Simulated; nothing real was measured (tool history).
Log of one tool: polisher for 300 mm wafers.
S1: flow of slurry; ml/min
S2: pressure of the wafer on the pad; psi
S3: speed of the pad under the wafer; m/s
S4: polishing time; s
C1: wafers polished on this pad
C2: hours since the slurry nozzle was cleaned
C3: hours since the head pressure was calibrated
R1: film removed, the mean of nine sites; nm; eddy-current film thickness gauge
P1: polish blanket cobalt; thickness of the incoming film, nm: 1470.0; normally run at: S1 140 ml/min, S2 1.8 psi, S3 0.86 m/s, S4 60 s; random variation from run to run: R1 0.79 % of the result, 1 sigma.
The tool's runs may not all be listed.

| run | hour | S1 | S2 | S3 | S4 | C1 | C2 | C3 | R1 |
|---|---|---|---|---|---|---|---|---|---|
| 1 | 9.3 | 140 | 1.8 | 0.86 | 60 | 842 | 47.4 | 563 | 190.17 |
| 2 | 17.1 | 140 | 1.8 | 0.86 | 60 | 902 | 55.2 | 570.8 | 186.74 |
| 3 | 26.2 | 140 | 2.8 | 0.86 | 60 | 973 | 64.3 | 579.9 | 294.18 |
| 4 | 39.6 | 140 | 1.8 | 0.86 | 60 | 1077 | 77.7 | 593.3 | 187.18 |
|  | 46.6 | worn pad replaced by a new one |
| 5 | 53.2 | 220 | 1.8 | 0.86 | 60 | 51 | 91.3 | 606.9 | 202.08 |
| 6 | 63 | 140 | 1.8 | 0.86 | 60 | 127 | 101.1 | 616.7 | 191.02 |
| 7 | 73.3 | 85 | 1.8 | 0.86 | 60 | 207 | 111.4 | 627 | 168.56 |
| 8 | 85.7 | 140 | 1.8 | 1.34 | 60 | 304 | 123.8 | 639.4 | 294.26 |
| 9 | 100 | 140 | 1.8 | 0.42 | 60 | 415 | 138.1 | 653.7 | 91.637 |
| 10 | 110.2 | 140 | 1.8 | 0.86 | 60 | 495 | 148.3 | 663.9 | 188.91 |
| 11 | 117.2 | 140 | 1.8 | 0.86 | 60 | 549 | 155.3 | 670.9 | 190.54 |
| 12 | 124.9 | 140 | 1.8 | 0.86 | 34 | 609 | 163 | 678.6 | 106.95 |
| 13 | 131.6 | 140 | 1.8 | 1.18 | 76 | 661 | 169.7 | 685.3 | 326 |
| 14 | 139.5 | 140 | 1 | 0.86 | 60 | 722 | 177.6 | 693.2 | 106.14 |
| 15 | 150.9 | 140 | 1.8 | 0.86 | 80 | 811 | 189 | 704.6 | 250.9 |
| 16 | 159.7 | 140 | 1.8 | 0.86 | 60 | 880 | 197.8 | 713.4 | 188.61 |
| 17 | 166.4 | 140 | 1.8 | 0.86 | 60 | 932 | 204.5 | 720.1 | 187.74 |
| 18 | 180.8 | 140 | 1.8 | 0.86 | 60 | 1044 | 218.9 | 734.5 | 180.07 |
| 19 | 187.7 | 140 | 1.8 | 0.86 | 60 | 1097 | 225.8 | 741.4 | 180.29 |
| 20 | 202.6 | 140 | 1.8 | 0.86 | 60 | 1213 | 240.7 | 756.3 | 175 |
| 21 | 216.2 | 140 | 1.8 | 0.86 | 60 | 1319 | 254.3 | 769.9 | 171.69 |
|  | 222.6 | worn pad replaced by a new one |
| 22 | 230.9 | 140 | 1.8 | 0.86 | 60 | 65 | 269 | 784.6 | 171.87 |
| 23 | 244.9 | 140 | 1.8 | 0.86 | 60 | 173 | 283 | 798.6 | 170.53 |
| 24 | 259.7 | 140 | 1.8 | 0.86 | 60 | 289 | 297.8 | 813.4 | 172.37 |
| 25 | 269.4 | 140 | 1.8 | 0.86 | 60 | 364 | 307.5 | 823.1 | 169.41 |
| 26 | 278.2 | 140 | 1.8 | 0.86 | 60 | 433 | 316.3 | 831.9 | 171.67 |
| 27 | 287.4 | 140 | 1.8 | 0.86 | 60 | 504 | 325.5 | 841.1 | 169.91 |

What P1 gives has crept away from where it was. These 2 causes fit the log equally well, each at the size given:
A: slurry flow missing at the pad, % = 38.8
B: head's pressure below its setpoint, % = 10.7
The creep began at about hour 166.4.
Why every other cause is out:
removal rate lost through wear of the pad, %: serviced at hour 222.6, which brought nothing back

4 check runs are offered, each on 3 wafers whose results are averaged, their results left as question marks. Which one tells the causes apart?
| check 1 | 296.6 | 140 | 1.8 | 0.52 | 60 |  |  |  | ? |
| check 2 | 296.6 | 205 | 1.5 | 0.86 | 60 |  |  |  | ? |
| check 3 | 296.6 | 140 | 1 | 0.86 | 60 |  |  |  | ? |
| check 4 | 296.6 | 140 | 1.8 | 0.64 | 60 |  |  |  | ? |

What each check would give under each cause:
| check | result | if A | if B |
|---|---|---|---|
| check 1 | R1 | 101.97 | 101.98 |
| check 2 | R1 | 154.09 | 149.08 |
| check 3 | R1 | 93.688 | 93.697 |
| check 4 | R1 | 125.5 | 125.51 |
How far apart the two closest causes lie, in the result that separates them most: check 1 0.01 %; check 2 3.31 %; check 3 0.01 %; check 4 0.01 %
Only check 2 tells the causes apart: in the others they would give nearly the same result.

Check 2 was then run and gave: R1 148.31 nm. Which cause is it?

It is B: head's pressure below its setpoint, %.

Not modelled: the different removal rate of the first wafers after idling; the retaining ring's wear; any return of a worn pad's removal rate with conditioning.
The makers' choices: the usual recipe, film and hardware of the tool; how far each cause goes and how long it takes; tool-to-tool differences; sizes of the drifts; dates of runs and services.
